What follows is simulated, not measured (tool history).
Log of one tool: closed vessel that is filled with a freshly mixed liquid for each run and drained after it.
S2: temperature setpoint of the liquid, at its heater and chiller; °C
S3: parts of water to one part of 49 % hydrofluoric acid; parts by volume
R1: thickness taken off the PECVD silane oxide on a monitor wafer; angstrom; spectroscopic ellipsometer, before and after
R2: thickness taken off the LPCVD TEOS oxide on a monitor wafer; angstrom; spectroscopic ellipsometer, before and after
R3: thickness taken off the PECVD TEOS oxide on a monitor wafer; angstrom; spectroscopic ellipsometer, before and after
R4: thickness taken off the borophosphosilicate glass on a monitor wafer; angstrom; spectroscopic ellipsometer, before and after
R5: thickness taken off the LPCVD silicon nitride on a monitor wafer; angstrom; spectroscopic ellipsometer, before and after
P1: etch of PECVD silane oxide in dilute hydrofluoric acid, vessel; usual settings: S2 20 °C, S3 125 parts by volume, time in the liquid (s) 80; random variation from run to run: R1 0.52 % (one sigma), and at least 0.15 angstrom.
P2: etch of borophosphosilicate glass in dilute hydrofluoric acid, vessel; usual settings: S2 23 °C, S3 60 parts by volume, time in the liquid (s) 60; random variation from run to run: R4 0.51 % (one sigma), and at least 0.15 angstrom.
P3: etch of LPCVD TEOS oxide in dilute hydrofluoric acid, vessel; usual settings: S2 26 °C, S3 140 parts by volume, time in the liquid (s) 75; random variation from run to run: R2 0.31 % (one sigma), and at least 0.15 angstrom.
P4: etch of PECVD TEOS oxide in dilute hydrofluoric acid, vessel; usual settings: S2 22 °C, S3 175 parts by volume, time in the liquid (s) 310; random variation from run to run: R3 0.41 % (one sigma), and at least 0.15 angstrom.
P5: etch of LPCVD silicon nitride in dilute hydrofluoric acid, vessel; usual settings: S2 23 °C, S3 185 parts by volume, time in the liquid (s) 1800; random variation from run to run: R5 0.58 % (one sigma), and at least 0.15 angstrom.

{"run": 1, "hour": 14.0, "process that ran": "P1", "S2": 20, "S3": 125, "time in the liquid (s)": 80, "R1": 105.49}
{"run": 2, "hour": 25.7, "process that ran": "P3", "S2": 26, "S3": 140, "time in the liquid (s)": 75, "R2": 171.18}
{"run": 3, "hour": 40.1, "process that ran": "P1", "S2": 25.5, "S3": 35, "time in the liquid (s)": 80, "R1": 531.51}
{"run": 4, "hour": 48.2, "process that ran": "P1", "S2": 20, "S3": 125, "time in the liquid (s)": 135, "R1": 179.81}
{"run": 5, "hour": 63.9, "process that ran": "P4", "S2": 22, "S3": 175, "time in the liquid (s)": 310, "R3": 322.42}
{"run": 6, "hour": 80.1, "process that ran": "P2", "S2": 23, "S3": 60, "time in the liquid (s)": 60, "R4": 720.32}
{"run": 7, "hour": 92.7, "process that ran": "P1", "S2": 20, "S3": 190, "time in the liquid (s)": 80, "R1": 65.68}
{"run": 8, "hour": 105.5, "process that ran": "P4", "S2": 22, "S3": 175, "time in the liquid (s)": 505, "R3": 523.27}
{"run": 9, "hour": 114.3, "process that ran": "P1", "S2": 20, "S3": 50, "time in the liquid (s)": 125, "R1": 458.22}
{"run": 10, "hour": 130.3, "process that ran": "P4", "S2": 22, "S3": 40, "time in the liquid (s)": 310, "R3": 1632.4}
{"run": 11, "hour": 142.9, "process that ran": "P1", "S2": 20, "S3": 125, "time in the liquid (s)": 30, "R1": 40.207}
{"run": 12, "hour": 157.3, "process that ran": "P2", "S2": 23, "S3": 90, "time in the liquid (s)": 60, "R4": 463.38}
{"run": 13, "hour": 168.3, "process that ran": "P3", "S2": 26, "S3": 140, "time in the liquid (s)": 120, "R2": 276.34}
{"run": 14, "hour": 180.2, "process that ran": "P1", "S2": 20, "S3": 125, "time in the liquid (s)": 80, "R1": 106.28}
{"run": 15, "hour": 195.0, "process that ran": "P5", "S2": 29.5, "S3": 185, "time in the liquid (s)": 1800, "R5": 78.663}
{"run": 16, "hour": 210.1, "process that ran": "P1", "S2": 25, "S3": 125, "time in the liquid (s)": 80, "R1": 129.6}
{"run": 17, "hour": 224.7, "process that ran": "P1", "S2": 20, "S3": 80, "time in the liquid (s)": 80, "R1": 176.27}
{"run": 18, "hour": 237.5, "process that ran": "P5", "S2": 23, "S3": 185, "time in the liquid (s)": 1800, "R5": 52.162}
{"run": 19, "hour": 247.6, "process that ran": "P3", "S2": 26, "S3": 235, "time in the liquid (s)": 75, "R2": 91.999}
{"run": 20, "hour": 264.2, "process that ran": "P5", "S2": 23, "S3": 285, "time in the liquid (s)": 1800, "R5": 34.349}
{"run": 21, "hour": 281.0, "process that ran": "P4", "S2": 29, "S3": 175, "time in the liquid (s)": 310, "R3": 420.08}
{"run": 22, "hour": 294.7, "process that ran": "P1", "S2": 20, "S3": 125, "time in the liquid (s)": 80, "R1": 106.36}
{"run": 23, "hour": 310.3, "process that ran": "P2", "S2": 17, "S3": 60, "time in the liquid (s)": 60, "R4": 559.41}
{"run": 24, "hour": 320.9, "process that ran": "P5", "S2": 23, "S3": 185, "time in the liquid (s)": 355, "R5": 10.428}
{"run": 25, "hour": 331.9, "process that ran": "P3", "S2": 18.5, "S3": 140, "time in the liquid (s)": 75, "R2": 128.2}
{"run": 26, "hour": 343.8, "process that ran": "P1", "S2": 20, "S3": 125, "time in the liquid (s)": 80, "R1": 106.6}
{"run": 27, "hour": 353.7, "process that ran": "P1", "S2": 17, "S3": 125, "time in the liquid (s)": 80, "R1": 93.564}
{"run": 28, "hour": 370.7, "process that ran": "P2", "S2": 23, "S3": 60, "time in the liquid (s)": 30, "R4": 358.59}
{"run": 29, "hour": 386.7, "process that ran": "P1", "S2": 20, "S3": 125, "time in the liquid (s)": 80, "R1": 107.31}
{"run": 30, "hour": 395.3, "process that ran": "P1", "S2": 20, "S3": 125, "time in the liquid (s)": 80, "R1": 103.9}
{"run": 31, "hour": 406.7, "process that ran": "P1", "S2": 20, "S3": 125, "time in the liquid (s)": 80, "R1": 100.87}
{"run": 32, "hour": 417.3, "process that ran": "P1", "S2": 20, "S3": 125, "time in the liquid (s)": 80, "R1": 100.21}
{"run": 33, "hour": 429.0, "process that ran": "P1", "S2": 20, "S3": 125, "time in the liquid (s)": 80, "R1": 99.262}
{"run": 34, "hour": 439.1, "process that ran": "P1", "S2": 20, "S3": 125, "time in the liquid (s)": 80, "R1": 99.463}
{"run": 35, "hour": 448.7, "process that ran": "P1", "S2": 20, "S3": 125, "time in the liquid (s)": 80, "R1": 98.532}
{"run": 36, "hour": 462.9, "process that ran": "P1", "S2": 20, "S3": 125, "time in the liquid (s)": 80, "R1": 98.016}

The next listed run, before its measurement:
{"run": 37, "hour": 474.6, "process that ran": "P1", "S2": 20, "S3": 125, "time in the liquid (s)": 80, "R1": "?"}

Run 37 gave R1 98.093 angstrom.

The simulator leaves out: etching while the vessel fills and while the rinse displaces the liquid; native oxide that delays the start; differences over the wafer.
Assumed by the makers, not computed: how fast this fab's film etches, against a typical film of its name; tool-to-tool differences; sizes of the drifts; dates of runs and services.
